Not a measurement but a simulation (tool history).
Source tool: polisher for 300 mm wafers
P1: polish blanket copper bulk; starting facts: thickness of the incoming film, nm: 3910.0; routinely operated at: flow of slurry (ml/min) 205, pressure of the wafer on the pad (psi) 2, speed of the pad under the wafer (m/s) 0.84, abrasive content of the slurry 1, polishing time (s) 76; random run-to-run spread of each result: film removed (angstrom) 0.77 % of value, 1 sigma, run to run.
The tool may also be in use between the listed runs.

| run | hour | flow of slurry (ml/min) | pressure of the wafer on the pad (psi) | speed of the pad under the wafer (m/s) | abrasive content of the slurry | polishing time (s) | wafers polished on this pad | hours since the slurry nozzle was cleaned | hours since the head pressure was calibrated | hours since the slurry blender was calibrated | film removed (angstrom) |
|---|---|---|---|---|---|---|---|---|---|---|---|
| 1 | 3.6 | 205 | 2 | 0.84 | 1 | 76 | 696 | 496.5 | 102.8 | 219.7 | 3562.2 |
| 2 | 9.6 | 205 | 0.9 | 0.84 | 1 | 76 | 753 | 502.5 | 108.8 | 225.7 | 1607.9 |
|  | 10.9 | worn pad replaced by a new one |
| 3 | 14.6 | 205 | 2 | 0.84 | 1 | 76 | 35 | 507.5 | 113.8 | 230.7 | 3571.8 |
| 4 | 19.9 | 205 | 2 | 0.84 | 0.75 | 76 | 86 | 512.8 | 119.1 | 236 | 3385.7 |
| 5 | 24.4 | 145 | 2 | 0.84 | 1 | 76 | 129 | 517.3 | 123.6 | 240.5 | 3429.4 |
| 6 | 30.8 | 205 | 2 | 0.84 | 1 | 54 | 189 | 523.7 | 130 | 246.9 | 2499.8 |
| 7 | 35.8 | 205 | 2 | 0.84 | 1 | 76 | 237 | 528.7 | 135 | 251.9 | 3571.4 |
| 8 | 42.1 | 205 | 2 | 0.44 | 1.35 | 76 | 297 | 535 | 141.3 | 258.2 | 2002 |
| 9 | 46.4 | 205 | 2 | 0.84 | 1 | 76 | 338 | 539.3 | 145.6 | 262.5 | 3580.1 |
| 10 | 50.6 | 205 | 2 | 1.08 | 1 | 76 | 378 | 543.5 | 149.8 | 266.7 | 4646.9 |
| 11 | 57.9 | 205 | 2 | 0.84 | 1 | 76 | 448 | 550.8 | 157.1 | 274 | 3576.8 |
| 12 | 63.2 | 205 | 2 | 0.84 | 1 | 108 | 498 | 556.1 | 162.4 | 279.3 | 5115.3 |
| 13 | 67.1 | 205 | 2 | 0.64 | 1.45 | 76 | 535 | 560 | 166.3 | 283.2 | 2980 |
| 14 | 73.9 | 205 | 2 | 0.84 | 1 | 76 | 600 | 566.8 | 173.1 | 290 | 3586.3 |
| 15 | 77.9 | 205 | 2 | 0.5 | 1 | 76 | 638 | 570.8 | 177.1 | 294 | 2122 |
| 16 | 83 | 205 | 3.1 | 0.84 | 1 | 76 | 687 | 575.9 | 182.2 | 299.1 | 5603 |
| 17 | 89.7 | 205 | 2 | 0.84 | 1.4 | 76 | 750 | 582.6 | 188.9 | 305.8 | 3845.6 |
| 18 | 93.8 | 205 | 2 | 0.84 | 1 | 76 | 789 | 586.7 | 193 | 309.9 | 3609.4 |
| 19 | 100 | 315 | 2 | 0.84 | 1 | 76 | 848 | 592.9 | 199.2 | 316.1 | 3754.5 |
| 20 | 106.6 | 205 | 2 | 0.84 | 1 | 76 | 911 | 599.5 | 205.8 | 322.7 | 3547.4 |
| 21 | 112 | 205 | 2 | 0.84 | 1 | 76 | 963 | 604.9 | 211.2 | 328.1 | 3499.3 |
| 22 | 118 | 205 | 2 | 0.84 | 1 | 76 | 1020 | 610.9 | 217.2 | 334.1 | 3381.2 |
| 23 | 122.5 | 205 | 2 | 0.84 | 1 | 76 | 1063 | 615.4 | 221.7 | 338.6 | 3402.3 |
| 24 | 125.8 | 205 | 2 | 0.84 | 1 | 76 | 1094 | 618.7 | 225 | 341.9 | 3332.9 |
|  | 129.2 | head pressure recalibrated |
| 25 | 130.8 | 205 | 2 | 0.84 | 1 | 76 | 1142 | 623.7 | 1.6 | 346.9 | 3317.8 |
|  | 131.7 | worn pad replaced by a new one |
| 26 | 135.2 | 205 | 2 | 0.84 | 1 | 76 | 34 | 628.1 | 6 | 351.3 | 3293.8 |
| 27 | 140.8 | 205 | 2 | 0.84 | 1 | 76 | 87 | 633.7 | 11.6 | 356.9 | 3289.2 |

Something has made what P1 gives creep away from where it was; the 2 causes below, each at its own stated size, fit the log equally well:
A: slurry flow missing at the pad, % = 38.7
B: abrasive missing from the slurry, % = 31.7
At approximately hour 106.6, the process output began to creep.
Each remaining cause and why it is not a fit:
removal rate lost through wear of the pad, %: serviced at hour 131.7, after the change had begun; the process did not return to its earlier output
head's pressure below its setpoint, %: serviced at hour 129.2, after the change had begun; the process did not return to its earlier output

Below are 4 check runs, each averaged over 5 wafers, with their results shown as question marks. Which of them would give clearly different results depending on which cause is behind the drift?
| check 1 | 146.4 | 205 | 0.9 | 0.84 | 1 | 76 |  |  |  |  | ? |
| check 2 | 146.4 | 205 | 0.9 | 0.84 | 0.75 | 76 |  |  |  |  | ? |
| check 3 | 146.4 | 205 | 2 | 0.84 | 0.75 | 76 |  |  |  |  | ? |
| check 4 | 146.4 | 305 | 2 | 0.84 | 1 | 76 |  |  |  |  | ? |

Predicted outcomes, by check and by cause:
| check | result | if A | if B |
|---|---|---|---|
| check 1 | film removed (angstrom) | 1487.2 | 1487.3 |
| check 2 | film removed (angstrom) | 1399.8 | 1403.9 |
| check 3 | film removed (angstrom) | 3110.6 | 3119.7 |
| check 4 | film removed (angstrom) | 3535.6 | 3448.9 |
Separation of the two closest causes in each check, using whichever result separates them best: check 1 0.01 %; check 2 0.29 %; check 3 0.29 %; check 4 2.48 %
Check 4 tells the causes apart: in the others they would give nearly the same result.

The results of check 4 are: film removed (angstrom) 3545.5. Based on these, which of the listed causes is it?

Of the candidate causes, it is A: slurry flow missing at the pad, %.
